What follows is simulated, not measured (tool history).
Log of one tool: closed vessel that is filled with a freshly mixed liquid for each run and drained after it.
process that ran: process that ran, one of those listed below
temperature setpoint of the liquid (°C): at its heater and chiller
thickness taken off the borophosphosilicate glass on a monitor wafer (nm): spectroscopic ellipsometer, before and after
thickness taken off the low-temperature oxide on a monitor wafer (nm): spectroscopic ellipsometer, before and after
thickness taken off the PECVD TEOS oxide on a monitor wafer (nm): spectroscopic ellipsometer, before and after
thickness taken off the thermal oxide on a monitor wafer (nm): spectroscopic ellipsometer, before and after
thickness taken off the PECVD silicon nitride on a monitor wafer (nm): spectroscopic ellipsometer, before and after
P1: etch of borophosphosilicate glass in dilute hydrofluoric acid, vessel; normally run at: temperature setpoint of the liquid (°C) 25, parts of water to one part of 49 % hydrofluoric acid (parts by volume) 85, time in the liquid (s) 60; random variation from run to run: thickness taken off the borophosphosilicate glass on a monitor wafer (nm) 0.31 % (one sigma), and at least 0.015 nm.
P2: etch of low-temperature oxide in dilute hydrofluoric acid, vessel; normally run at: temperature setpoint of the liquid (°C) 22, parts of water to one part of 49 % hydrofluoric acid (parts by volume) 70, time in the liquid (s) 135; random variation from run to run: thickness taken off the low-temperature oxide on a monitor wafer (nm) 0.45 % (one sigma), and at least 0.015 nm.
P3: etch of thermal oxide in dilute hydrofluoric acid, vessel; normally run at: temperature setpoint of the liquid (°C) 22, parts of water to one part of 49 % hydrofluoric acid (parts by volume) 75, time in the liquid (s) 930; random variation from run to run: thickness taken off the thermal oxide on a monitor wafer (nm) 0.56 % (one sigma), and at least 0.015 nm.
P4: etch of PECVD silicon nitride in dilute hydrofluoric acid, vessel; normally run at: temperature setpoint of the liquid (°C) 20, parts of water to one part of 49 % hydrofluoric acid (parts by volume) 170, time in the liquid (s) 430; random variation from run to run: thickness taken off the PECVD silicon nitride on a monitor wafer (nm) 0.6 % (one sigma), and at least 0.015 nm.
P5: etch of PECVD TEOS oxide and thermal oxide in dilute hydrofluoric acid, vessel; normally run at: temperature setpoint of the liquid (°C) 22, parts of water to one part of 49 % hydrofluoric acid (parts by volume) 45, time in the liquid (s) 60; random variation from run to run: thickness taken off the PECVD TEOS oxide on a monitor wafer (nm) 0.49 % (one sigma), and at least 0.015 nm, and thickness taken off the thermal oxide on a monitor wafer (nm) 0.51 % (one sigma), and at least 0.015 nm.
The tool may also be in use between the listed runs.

run,hour,process that ran,temperature setpoint of the liquid (°C),parts of water to one part of 49 % hydrofluoric acid (parts by volume),time in the liquid (s),hours since the thermometer was replaced,hours since the hydrofluoric acid flow meter was replaced,thickness taken off the borophosphosilicate glass on a monitor wafer (nm),thickness taken off the low-temperature oxide on a monitor wafer (nm),thickness taken off the PECVD TEOS oxide on a monitor wafer (nm),thickness taken off the thermal oxide on a monitor wafer (nm),thickness taken off the PECVD silicon nitride on a monitor wafer (nm)
1,3.7,P1,25,85,60,470.5,208.2,27.33,,,,
2,9,P2,17,70,135,475.8,213.5,,42.932,,,
3,14.3,P1,25,85,30,481.1,218.8,13.692,,,,
4,17.4,P1,25,85,60,484.2,221.9,27.201,,,,
5,23.8,P1,25,85,60,490.6,228.3,27.415,,,,
6,30.1,P5,22,45,60,496.9,234.6,,,21.707,6.465,
7,34.9,P5,22,45,60,501.7,239.4,,,22.011,6.4504,
8,38.9,P4,17,170,430,505.7,243.4,,,,,4.4441
9,43.1,P5,22,25,60,509.9,247.6,,,40.446,11.83,
10,48.1,P1,25,85,60,514.9,252.6,27.444,,,,
11,53.3,P1,19,85,60,520.1,257.8,21.423,,,,
12,56.8,P3,22,75,930,523.6,261.3,,,,55.405,
13,60,P4,20,170,430,526.8,264.5,,,,,5.4519
14,64,P1,25,55,60,530.8,268.5,43.809,,,,
15,68.3,P5,27.5,45,60,535.1,272.8,,,27.311,8.0501,
16,74.9,P4,20,290,430,541.7,279.4,,,,,3.2402
17,79.7,P1,29.5,85,60,546.5,284.2,32.668,,,,
18,82.9,P4,20,170,430,549.7,287.4,,,,,5.4633
19,88.7,P3,17,75,930,555.5,293.2,,,,45.281,
20,91.8,P2,22,100,135,558.6,296.3,,35.454,,,
21,96.6,P3,22,110,930,563.4,301.1,,,,36.064,
22,103.3,P1,25,85,110,570.1,307.8,50.113,,,,
23,107.5,P3,22,75,930,574.3,312,,,,55.138,
24,111.5,P1,25,85,60,578.3,316,27.321,,,,
25,115.7,P4,20,170,240,582.5,320.2,,,,,2.9895
26,121.5,P1,25,85,60,588.3,326,27.175,,,,
27,125,P3,22,75,390,591.8,329.5,,,,23.323,
28,131.3,P1,33,135,60,598.1,335.8,21.745,,,,
29,137.1,P2,22,70,135,603.9,341.6,,52.746,,,
30,140.6,P5,22,45,105,607.4,345.1,,,38.415,11.309,
31,146.8,P2,22,70,255,613.6,351.3,,99.532,,,
32,150.4,P1,30.5,55,60,617.2,354.9,54.811,,,,
33,154.5,P1,25,150,60,621.3,359,14.309,,,,
34,159.2,P1,25,85,60,626,363.7,27.36,,,,
35,165.8,P1,25,85,60,632.6,370.3,27.309,,,,
36,172.4,P1,25,85,60,639.2,376.9,28.73,,,,
37,176.8,P1,25,85,60,643.6,381.3,29.167,,,,
38,180.2,P1,25,85,60,647,384.7,29.4,,,,
39,185.7,P1,25,85,60,652.5,390.2,29.567,,,,
40,191.3,P1,25,85,60,658.1,395.8,29.719,,,,
41,197.8,P1,25,85,60,664.6,402.3,29.852,,,,

What P1 gives has crept away from where it was. These 2 causes fit the log equally well, each at the size given:
A: hydrofluoric acid flow above the setpoint (%) = 8.07
B: liquid hotter than its thermometer reads (K) = 2.19
The creep began at about hour 165.8.

4 check runs are offered, one wafer each, their results left as question marks. Which one tells the causes apart?
check 1,204.3,P5,22,45,60,,,,,?,?,
check 2,204.3,P4,20,170,430,,,,,,,?
check 3,204.3,P3,22,75,930,,,,,,?,
check 4,204.3,P2,22,70,135,,,,?,,,

What each check would give under each cause:
check,result,if A,if B
check 1,thickness taken off the PECVD TEOS oxide on a monitor wafer (nm),23.735,23.956
check 1,thickness taken off the thermal oxide on a monitor wafer (nm),6.9523,7.017
check 2,thickness taken off the PECVD silicon nitride on a monitor wafer (nm),5.8898,6.3063
check 3,thickness taken off the thermal oxide on a monitor wafer (nm),60.332,60.612
check 4,thickness taken off the low-temperature oxide on a monitor wafer (nm),57.419,57.725
How far apart the two closest causes lie, in the result that separates them most: check 1 0.93 %; check 2 6.83 %; check 3 0.46 %; check 4 0.53 %
Check 2 tells the causes apart: in the others they would give nearly the same result.

Check 2 was then run and gave: thickness taken off the PECVD silicon nitride on a monitor wafer (nm) 6.2823. Which cause is it?

It is B: liquid hotter than its thermometer reads (K).

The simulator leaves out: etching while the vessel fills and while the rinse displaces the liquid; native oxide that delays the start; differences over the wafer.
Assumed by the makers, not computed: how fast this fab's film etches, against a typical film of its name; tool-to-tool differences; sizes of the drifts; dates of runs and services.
